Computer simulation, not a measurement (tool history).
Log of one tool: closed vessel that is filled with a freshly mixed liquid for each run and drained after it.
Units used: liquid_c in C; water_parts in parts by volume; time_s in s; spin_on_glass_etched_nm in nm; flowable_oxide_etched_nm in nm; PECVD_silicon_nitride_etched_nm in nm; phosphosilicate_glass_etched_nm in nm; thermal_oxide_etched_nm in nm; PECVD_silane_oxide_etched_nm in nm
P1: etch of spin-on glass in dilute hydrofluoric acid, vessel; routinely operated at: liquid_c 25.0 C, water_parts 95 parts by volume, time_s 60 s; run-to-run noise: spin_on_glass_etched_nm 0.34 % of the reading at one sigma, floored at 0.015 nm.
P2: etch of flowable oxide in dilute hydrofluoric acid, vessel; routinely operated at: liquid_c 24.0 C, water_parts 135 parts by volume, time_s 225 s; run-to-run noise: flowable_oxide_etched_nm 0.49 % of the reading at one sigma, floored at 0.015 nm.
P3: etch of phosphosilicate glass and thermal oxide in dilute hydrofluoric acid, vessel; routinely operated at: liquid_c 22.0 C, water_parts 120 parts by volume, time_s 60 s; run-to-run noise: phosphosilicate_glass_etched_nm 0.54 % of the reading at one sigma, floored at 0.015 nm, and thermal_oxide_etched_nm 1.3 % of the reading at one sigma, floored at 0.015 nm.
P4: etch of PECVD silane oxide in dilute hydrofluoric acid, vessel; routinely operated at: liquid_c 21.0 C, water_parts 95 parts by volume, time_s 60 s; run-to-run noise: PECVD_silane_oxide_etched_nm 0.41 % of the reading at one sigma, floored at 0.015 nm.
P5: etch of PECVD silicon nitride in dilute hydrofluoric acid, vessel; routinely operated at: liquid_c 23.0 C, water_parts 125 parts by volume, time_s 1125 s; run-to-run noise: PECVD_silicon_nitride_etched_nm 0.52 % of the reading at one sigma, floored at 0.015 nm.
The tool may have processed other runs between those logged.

| run | hour | process | liquid_c | water_parts | time_s | hours since the thermometer was replaced | hours since the hydrofluoric acid flow meter was replaced | spin_on_glass_etched_nm | flowable_oxide_etched_nm | PECVD_silicon_nitride_etched_nm | phosphosilicate_glass_etched_nm | thermal_oxide_etched_nm | PECVD_silane_oxide_etched_nm |
|---|---|---|---|---|---|---|---|---|---|---|---|---|---|
| 1 | 9.1 | P1 | 25.0 | 95 | 60 | 211.7 | 400.3 | 19.2830 |  |  |  |  |  |
| 2 | 17.6 | P2 | 24.0 | 135 | 225 | 220.2 | 408.8 |  | 47.792 |  |  |  |  |
| 3 | 24.8 | P5 | 23.0 | 125 | 1125 | 227.4 | 416.0 |  |  | 48.287 |  |  |  |
| 4 | 33.3 | P2 | 17.0 | 135 | 225 | 235.9 | 424.5 |  | 36.074 |  |  |  |  |
| 5 | 41.5 | P1 | 25.0 | 95 | 60 | 244.1 | 432.7 | 19.2180 |  |  |  |  |  |
| 6 | 46.6 | P3 | 27.0 | 120 | 60 | 249.2 | 437.8 |  |  |  | 68.976 | 2.5475 |  |
| 7 | 54.2 | P4 | 21.0 | 95 | 60 | 256.8 | 445.4 |  |  |  |  |  | 15.149 |
| 8 | 61.1 | P1 | 17.5 | 95 | 60 | 263.7 | 452.3 | 14.1740 |  |  |  |  |  |
| 9 | 66.9 | P1 | 25.0 | 95 | 60 | 269.5 | 458.1 | 19.1460 |  |  |  |  |  |
| 10 | 72.3 | P5 | 23.0 | 125 | 375 | 274.9 | 463.5 |  |  | 15.956 |  |  |  |
| 11 | 82.3 | P1 | 25.0 | 95 | 60 | 284.9 | 473.5 | 19.2360 |  |  |  |  |  |
| 12 | 88.2 | P2 | 24.0 | 20 | 225 | 290.8 | 479.4 |  | 375.530 |  |  |  |  |
| 13 | 96.1 | P3 | 22.0 | 120 | 60 | 298.7 | 487.3 |  |  |  | 56.479 | 2.1674 |  |
|  | 96.2 | hydrofluoric acid flow meter replaced |
| 14 | 106.4 | P4 | 21.0 | 95 | 60 | 309.0 | 10.2 |  |  |  |  |  | 15.208 |
| 15 | 114.3 | P4 | 21.0 | 95 | 100 | 316.9 | 18.1 |  |  |  |  |  | 25.189 |
| 16 | 121.4 | P3 | 22.0 | 120 | 60 | 324.0 | 25.2 |  |  |  | 56.684 | 2.1201 |  |
| 17 | 133.2 | P1 | 31.5 | 95 | 60 | 335.8 | 37.0 | 24.6910 |  |  |  |  |  |
| 18 | 139.1 | P1 | 25.0 | 150 | 60 | 341.7 | 42.9 | 11.3990 |  |  |  |  |  |
| 19 | 149.9 | P1 | 25.0 | 95 | 90 | 352.5 | 53.7 | 28.8430 |  |  |  |  |  |
| 20 | 158.6 | P1 | 25.0 | 95 | 30 | 361.2 | 62.4 | 9.6592 |  |  |  |  |  |
| 21 | 169.0 | P1 | 25.0 | 95 | 60 | 371.6 | 72.8 | 19.2170 |  |  |  |  |  |
| 22 | 175.6 | P2 | 24.0 | 135 | 445 | 378.2 | 79.4 |  | 95.121 |  |  |  |  |
| 23 | 186.7 | P2 | 24.0 | 135 | 225 | 389.3 | 90.5 |  | 48.184 |  |  |  |  |
| 24 | 196.1 | P4 | 21.0 | 135 | 60 | 398.7 | 99.9 |  |  |  |  |  | 10.195 |
| 25 | 204.5 | P5 | 17.0 | 125 | 1125 | 407.1 | 108.3 |  |  | 32.290 |  |  |  |
| 26 | 211.3 | P1 | 20.5 | 95 | 30 | 413.9 | 115.1 | 8.0644 |  |  |  |  |  |
| 27 | 218.5 | P3 | 22.0 | 120 | 30 | 421.1 | 122.3 |  |  |  | 28.421 | 1.0823 |  |
| 28 | 224.7 | P4 | 28.5 | 95 | 60 | 427.3 | 128.5 |  |  |  |  |  | 20.450 |
| 29 | 232.5 | P1 | 25.0 | 30 | 60 | 435.1 | 136.3 | 66.4400 |  |  |  |  |  |
| 30 | 243.1 | P5 | 23.0 | 60 | 1125 | 445.7 | 146.9 |  |  | 99.094 |  |  |  |
| 31 | 253.0 | P3 | 22.0 | 35 | 60 | 455.6 | 156.8 |  |  |  | 218.280 | 8.2328 |  |
| 32 | 264.5 | P1 | 25.0 | 95 | 60 | 467.1 | 168.3 | 19.1560 |  |  |  |  |  |
| 33 | 274.4 | P1 | 25.0 | 95 | 60 | 477.0 | 178.2 | 18.3780 |  |  |  |  |  |
| 34 | 281.3 | P1 | 25.0 | 95 | 60 | 483.9 | 185.1 | 18.1560 |  |  |  |  |  |
| 35 | 288.9 | P1 | 25.0 | 95 | 60 | 491.5 | 192.7 | 17.9670 |  |  |  |  |  |
| 36 | 300.3 | P1 | 25.0 | 95 | 60 | 502.9 | 204.1 | 17.7590 |  |  |  |  |  |
| 37 | 307.2 | P1 | 25.0 | 95 | 60 | 509.8 | 211.0 | 17.5690 |  |  |  |  |  |
| 38 | 318.9 | P1 | 25.0 | 95 | 60 | 521.5 | 222.7 | 17.6440 |  |  |  |  |  |

Something has made what P1 gives creep away from where it was; the 2 causes below, each at its own stated size, fit the log equally well:
A: hydrofluoric acid flow below the setpoint (%) = 7.48
B: liquid colder than its thermometer reads (K) = 2.2
The creep began at about hour 264.5.

4 check runs are offered, one wafer each, their results left as question marks. Which one tells the causes apart?
| check 1 | 330.6 | P3 | 22.0 | 120 | 60 |  |  |  |  |  | ? | ? |  |
| check 2 | 330.6 | P4 | 21.0 | 95 | 60 |  |  |  |  |  |  |  | ? |
| check 3 | 330.6 | P5 | 23.0 | 125 | 1125 |  |  |  |  | ? |  |  |  |
| check 4 | 330.6 | P2 | 24.0 | 135 | 225 |  |  |  | ? |  |  |  |  |

Predicted outcomes, by check and by cause:
| check | result | if A | if B |
|---|---|---|---|
| check 1 | phosphosilicate_glass_etched_nm | 52.351 | 52.362 |
| check 1 | thermal_oxide_etched_nm | 1.9584 | 1.9589 |
| check 2 | PECVD_silane_oxide_etched_nm | 13.922 | 13.864 |
| check 3 | PECVD_silicon_nitride_etched_nm | 44.657 | 41.665 |
| check 4 | flowable_oxide_etched_nm | 43.694 | 43.889 |
Per check, the gap between the least separated pair of causes, taken in the result that splits them most: check 1 0.02 %; check 2 0.42 %; check 3 6.94 %; check 4 0.44 %
The other checks would show nearly matching results whichever cause is true, so check 3 is the only one that separates the causes.

Then check 3 was run and gave: PECVD_silicon_nitride_etched_nm 44.842 nm. Which cause is it?

The cause is A: hydrofluoric acid flow below the setpoint (%).
